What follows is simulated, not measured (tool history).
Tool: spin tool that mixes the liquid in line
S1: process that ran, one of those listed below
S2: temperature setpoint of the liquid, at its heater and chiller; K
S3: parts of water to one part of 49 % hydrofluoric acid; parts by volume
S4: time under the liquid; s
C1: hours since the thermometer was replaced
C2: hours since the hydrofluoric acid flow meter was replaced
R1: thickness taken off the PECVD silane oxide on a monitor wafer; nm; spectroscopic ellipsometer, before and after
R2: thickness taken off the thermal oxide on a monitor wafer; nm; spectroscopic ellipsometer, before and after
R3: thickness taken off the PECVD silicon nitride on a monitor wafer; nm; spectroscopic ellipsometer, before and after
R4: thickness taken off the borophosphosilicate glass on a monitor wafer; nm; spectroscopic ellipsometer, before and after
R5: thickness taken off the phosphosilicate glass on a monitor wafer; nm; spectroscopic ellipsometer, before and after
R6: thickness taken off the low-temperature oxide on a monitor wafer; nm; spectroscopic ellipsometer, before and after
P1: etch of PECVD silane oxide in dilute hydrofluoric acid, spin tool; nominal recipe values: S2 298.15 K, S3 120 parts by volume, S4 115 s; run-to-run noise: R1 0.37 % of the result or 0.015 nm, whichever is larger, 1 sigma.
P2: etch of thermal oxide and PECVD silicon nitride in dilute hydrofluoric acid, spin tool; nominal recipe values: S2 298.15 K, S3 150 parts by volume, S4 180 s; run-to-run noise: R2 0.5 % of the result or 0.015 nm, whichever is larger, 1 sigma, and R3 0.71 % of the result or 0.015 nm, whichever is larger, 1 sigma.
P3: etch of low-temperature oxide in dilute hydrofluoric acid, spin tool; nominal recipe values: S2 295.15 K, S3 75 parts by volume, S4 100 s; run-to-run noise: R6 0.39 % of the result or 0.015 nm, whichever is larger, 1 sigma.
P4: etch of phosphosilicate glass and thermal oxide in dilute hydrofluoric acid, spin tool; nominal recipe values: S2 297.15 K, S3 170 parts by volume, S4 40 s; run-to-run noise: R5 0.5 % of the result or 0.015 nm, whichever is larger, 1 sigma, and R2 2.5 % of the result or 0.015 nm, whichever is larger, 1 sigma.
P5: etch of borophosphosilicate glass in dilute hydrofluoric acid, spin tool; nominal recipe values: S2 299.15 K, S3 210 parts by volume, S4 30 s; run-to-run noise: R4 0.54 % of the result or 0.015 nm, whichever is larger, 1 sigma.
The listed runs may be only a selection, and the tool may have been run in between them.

run 1 hour=3.6 | S1=P1 S2=298.15 S3=120 S4=115 | C1=922.1 C2=315.3 | R1=16.0990
run 2 hour=7.6 | S1=P2 S2=298.15 S3=35 S4=180 | C1=926.1 C2=319.3 | R2=27.00000 R3=12.65500
run 3 hour=10.1 | S1=P5 S2=291.15 S3=210 S4=30 | C1=928.6 C2=321.8 | R4=5.8180
run 4 hour=14.1 | S1=P1 S2=298.15 S3=120 S4=225 | C1=932.6 C2=325.8 | R1=31.4240
run 5 hour=18.0 | S1=P2 S2=290.65 S3=150 S4=180 | C1=936.5 C2=329.7 | R2=4.08060 R3=1.81500
run 6 hour=22.8 | S1=P4 S2=297.15 S3=170 S4=40 | C1=941.3 C2=334.5 | R2=1.04440 R5=43.150
run 7 hour=27.1 | S1=P3 S2=295.15 S3=75 S4=100 | C1=945.6 C2=338.8 | R6=34.2070
run 8 hour=30.9 | S1=P2 S2=298.15 S3=150 S4=180 | C1=949.4 C2=342.6 | R2=5.44280 R3=3.00390
run 9 hour=34.0 | S1=P1 S2=298.15 S3=120 S4=115 | C1=952.5 C2=345.7 | R1=16.1180
run 10 hour=38.9 | S1=P5 S2=299.15 S3=210 S4=30 | C1=957.4 C2=350.6 | R4=7.8071
run 11 hour=43.1 | S1=P5 S2=299.15 S3=370 S4=30 | C1=961.6 C2=354.8 | R4=3.8105
run 12 hour=47.8 | S1=P5 S2=299.15 S3=210 S4=15 | C1=966.3 C2=359.5 | R4=3.9253
run 13 hour=50.2 | S1=P1 S2=291.15 S3=195 S4=115 | C1=968.7 C2=361.9 | R1=6.9659
run 14 hour=52.6 | S1=P1 S2=298.15 S3=120 S4=35 | C1=971.1 C2=364.3 | R1=4.8561
run 15 hour=57.0 | S1=P1 S2=298.15 S3=70 S4=115 | C1=975.5 C2=368.7 | R1=29.3760
run 16 hour=60.0 | S1=P1 S2=302.65 S3=120 S4=115 | C1=978.5 C2=371.7 | R1=18.9620
run 17 hour=65.1 | S1=P1 S2=298.15 S3=170 S4=115 | C1=983.6 C2=376.8 | R1=10.7200
run 18 hour=69.3 | S1=P3 S2=295.15 S3=125 S4=100 | C1=987.8 C2=381.0 | R6=19.3320
run 19 hour=74.0 | S1=P4 S2=297.15 S3=80 S4=40 | C1=992.5 C2=385.7 | R2=2.44880 R5=101.460
run 20 hour=78.6 | S1=P1 S2=306.15 S3=180 S4=115 | C1=997.1 C2=390.3 | R1=13.2620
run 21 hour=82.4 | S1=P4 S2=290.15 S3=170 S4=40 | C1=1000.9 C2=394.1 | R2=0.81123 R5=32.402
run 22 hour=86.0 | S1=P3 S2=295.15 S3=75 S4=100 | C1=1004.5 C2=397.7 | R6=34.2910
run 23 hour=89.3 | S1=P3 S2=301.15 S3=75 S4=100 | C1=1007.8 C2=401.0 | R6=43.4160
run 24 hour=94.2 | S1=P1 S2=298.15 S3=205 S4=50 | C1=1012.7 C2=405.9 | R1=3.7169
run 25 hour=99.2 | S1=P1 S2=298.15 S3=120 S4=115 | C1=1017.7 C2=410.9 | R1=16.0280
run 26 hour=103.7 | S1=P1 S2=298.15 S3=120 S4=115 | C1=1022.2 C2=415.4 | R1=15.9630
run 27 hour=108.5 | S1=P4 S2=297.15 S3=170 S4=75 | C1=1027.0 C2=420.2 | R2=2.03540 R5=80.263
run 28 hour=111.2 | S1=P2 S2=298.15 S3=150 S4=55 | C1=1029.7 C2=422.9 | R2=1.66300 R3=0.92889
run 29 hour=113.5 | S1=P1 S2=294.15 S3=120 S4=115 | C1=1032.0 C2=425.2 | R1=13.7420
run 30 hour=115.8 | S1=P3 S2=295.15 S3=75 S4=15 | C1=1034.3 C2=427.5 | R6=5.1275
run 31 hour=120.2 | S1=P1 S2=298.15 S3=120 S4=115 | C1=1038.7 C2=431.9 | R1=16.1450
run 32 hour=123.8 | S1=P1 S2=298.15 S3=120 S4=115 | C1=1042.3 C2=435.5 | R1=15.6190
run 33 hour=126.3 | S1=P1 S2=298.15 S3=120 S4=115 | C1=1044.8 C2=438.0 | R1=15.3580
run 34 hour=129.2 | S1=P1 S2=298.15 S3=120 S4=115 | C1=1047.7 C2=440.9 | R1=15.1760
run 35 hour=132.1 | S1=P1 S2=298.15 S3=120 S4=115 | C1=1050.6 C2=443.8 | R1=15.0440
run 36 hour=136.7 | S1=P1 S2=298.15 S3=120 S4=115 | C1=1055.2 C2=448.4 | R1=14.9420

What does the tool deliver on the next run?
run 37 hour=139.0 | S1=P1 S2=298.15 S3=120 S4=115 | C1=1057.5 C2=450.7 | R1=?

For run 37 the tool returned R1 14.9600 nm.
